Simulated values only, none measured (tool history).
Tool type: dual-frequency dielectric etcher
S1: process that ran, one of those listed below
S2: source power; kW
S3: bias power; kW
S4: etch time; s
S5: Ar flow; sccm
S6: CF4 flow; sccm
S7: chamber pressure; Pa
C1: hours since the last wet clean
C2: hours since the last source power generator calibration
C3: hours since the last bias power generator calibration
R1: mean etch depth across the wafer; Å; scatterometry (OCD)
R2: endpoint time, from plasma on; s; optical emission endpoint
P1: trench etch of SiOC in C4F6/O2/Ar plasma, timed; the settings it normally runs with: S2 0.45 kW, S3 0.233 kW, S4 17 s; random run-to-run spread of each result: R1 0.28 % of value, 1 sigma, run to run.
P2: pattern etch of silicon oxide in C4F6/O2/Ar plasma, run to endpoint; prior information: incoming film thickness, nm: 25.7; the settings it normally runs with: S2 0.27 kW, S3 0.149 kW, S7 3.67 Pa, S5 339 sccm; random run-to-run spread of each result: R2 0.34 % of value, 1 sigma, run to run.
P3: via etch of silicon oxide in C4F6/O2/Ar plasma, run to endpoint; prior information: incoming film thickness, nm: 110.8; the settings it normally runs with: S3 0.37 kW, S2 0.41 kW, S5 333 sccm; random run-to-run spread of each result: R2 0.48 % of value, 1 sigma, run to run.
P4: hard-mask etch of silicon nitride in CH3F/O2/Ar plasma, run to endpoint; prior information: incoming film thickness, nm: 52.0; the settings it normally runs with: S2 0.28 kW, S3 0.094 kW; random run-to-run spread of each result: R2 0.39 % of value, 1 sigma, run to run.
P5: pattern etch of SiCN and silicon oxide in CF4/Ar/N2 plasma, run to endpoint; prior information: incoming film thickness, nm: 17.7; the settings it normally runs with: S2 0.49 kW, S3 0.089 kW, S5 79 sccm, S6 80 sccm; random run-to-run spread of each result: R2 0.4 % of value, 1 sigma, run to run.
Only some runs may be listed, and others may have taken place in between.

| run | hour | S1 | S2 | S3 | S4 | S5 | S6 | S7 | C1 | C2 | C3 | R1 | R2 |
|---|---|---|---|---|---|---|---|---|---|---|---|---|---|
| 1 | 3.7 | P1 | 0.45 | 0.233 | 17 |  |  |  | 195.8 | 609.6 | 2101.6 | 398.52 |  |
| 2 | 8.9 | P1 | 0.45 | 0.233 | 17 |  |  |  | 201 | 614.8 | 2106.8 | 398.35 |  |
| 3 | 12.4 | P3 | 0.41 | 0.462 |  | 333 |  |  | 204.5 | 618.3 | 2110.3 |  | 25.48 |
| 4 | 15.1 | P5 | 0.49 | 0.089 |  | 97 | 80 |  | 207.2 | 621 | 2113 |  | 17.813 |
| 5 | 20.4 | P1 | 0.45 | 0.233 | 17 |  |  |  | 212.5 | 626.3 | 2118.3 | 396.19 |  |
| 6 | 26.1 | P5 | 0.65 | 0.089 |  | 79 | 80 |  | 218.2 | 632 | 2124 |  | 13.37 |
| 7 | 31.5 | P2 | 0.27 | 0.149 |  | 339 |  | 3.67 | 223.6 | 637.4 | 2129.4 |  | 10.13 |
| 8 | 36.9 | P1 | 0.45 | 0.233 | 17 |  |  |  | 229 | 642.8 | 2134.8 | 396.45 |  |
| 9 | 42.6 | P3 | 0.41 | 0.37 |  | 333 |  |  | 234.7 | 648.5 | 2140.5 |  | 27.38 |
| 10 | 47.2 | P1 | 0.45 | 0.289 | 17 |  |  |  | 239.3 | 653.1 | 2145.1 | 429.08 |  |
| 11 | 51.4 | P3 | 0.5 | 0.37 |  | 333 |  |  | 243.5 | 657.3 | 2149.3 |  | 25.63 |
| 12 | 55.9 | P2 | 0.34 | 0.149 |  | 339 |  | 3.67 | 248 | 661.8 | 2153.8 |  | 9.2776 |
| 13 | 61 | P1 | 0.45 | 0.233 | 10.5 |  |  |  | 253.1 | 666.9 | 2158.9 | 246.83 |  |
| 14 | 66.6 | P1 | 0.6 | 0.233 | 17 |  |  |  | 258.7 | 672.5 | 2164.5 | 446.53 |  |
| 15 | 71.5 | P5 | 0.49 | 0.069 |  | 79 | 80 |  | 263.6 | 677.4 | 2169.4 |  | 18.668 |
| 16 | 74.6 | P1 | 0.45 | 0.183 | 17 |  |  |  | 266.7 | 680.5 | 2172.5 | 368.87 |  |
| 17 | 79.7 | P2 | 0.27 | 0.183 |  | 339 |  | 3.67 | 271.8 | 685.6 | 2177.6 |  | 9.4652 |
| 18 | 83.3 | P4 | 0.35 | 0.094 |  |  |  |  | 275.4 | 689.2 | 2181.2 |  | 72.431 |
| 19 | 86.3 | P5 | 0.49 | 0.089 |  | 79 | 112 |  | 278.4 | 692.2 | 2184.2 |  | 16.599 |
| 20 | 90.2 | P1 | 0.37 | 0.233 | 17 |  |  |  | 282.3 | 696.1 | 2188.1 | 368.23 |  |
| 21 | 95.4 | P1 | 0.45 | 0.233 | 17 |  |  |  | 287.5 | 701.3 | 2193.3 | 398.79 |  |
| 22 | 99.7 | P1 | 0.45 | 0.233 | 21.5 |  |  |  | 291.8 | 705.6 | 2197.6 | 503.6 |  |
| 23 | 105.4 | P1 | 0.3 | 0.176 | 17 |  |  |  | 297.5 | 711.3 | 2203.3 | 311.5 |  |
| 24 | 111.2 | P2 | 0.27 | 0.149 |  | 339 |  | 4.33 | 303.3 | 717.1 | 2209.1 |  | 10.241 |
| 25 | 114.5 | P3 | 0.41 | 0.37 |  | 464 |  |  | 306.6 | 720.4 | 2212.4 |  | 28.365 |
| 26 | 119.7 | P4 | 0.28 | 0.133 |  |  |  |  | 311.8 | 725.6 | 2217.6 |  | 68.18 |
| 27 | 124 | P1 | 0.45 | 0.233 | 17 |  |  |  | 316.1 | 729.9 | 2221.9 | 398.13 |  |
| 28 | 126.8 | P1 | 0.45 | 0.233 | 17 |  |  |  | 318.9 | 732.7 | 2224.7 | 399.71 |  |
| 29 | 129.6 | P5 | 0.49 | 0.089 |  | 79 | 80 |  | 321.7 | 735.5 | 2227.5 |  | 17.248 |
| 30 | 134.4 | P2 | 0.27 | 0.149 |  | 239 |  | 3.67 | 326.5 | 740.3 | 2232.3 |  | 9.7491 |
| 31 | 139.2 | P4 | 0.28 | 0.094 |  |  |  |  | 331.3 | 745.1 | 2237.1 |  | 78.363 |
| 32 | 143.6 | P2 | 0.27 | 0.149 |  | 339 |  | 3.67 | 335.7 | 749.5 | 2241.5 |  | 10.183 |

What will run 33 give?
| 33 | 146.2 | P4 | 0.28 | 0.094 |  |  |  |  | 338.3 | 752.1 | 2244.1 |  | ? |

Logged for run 33: R2 78.58 s.
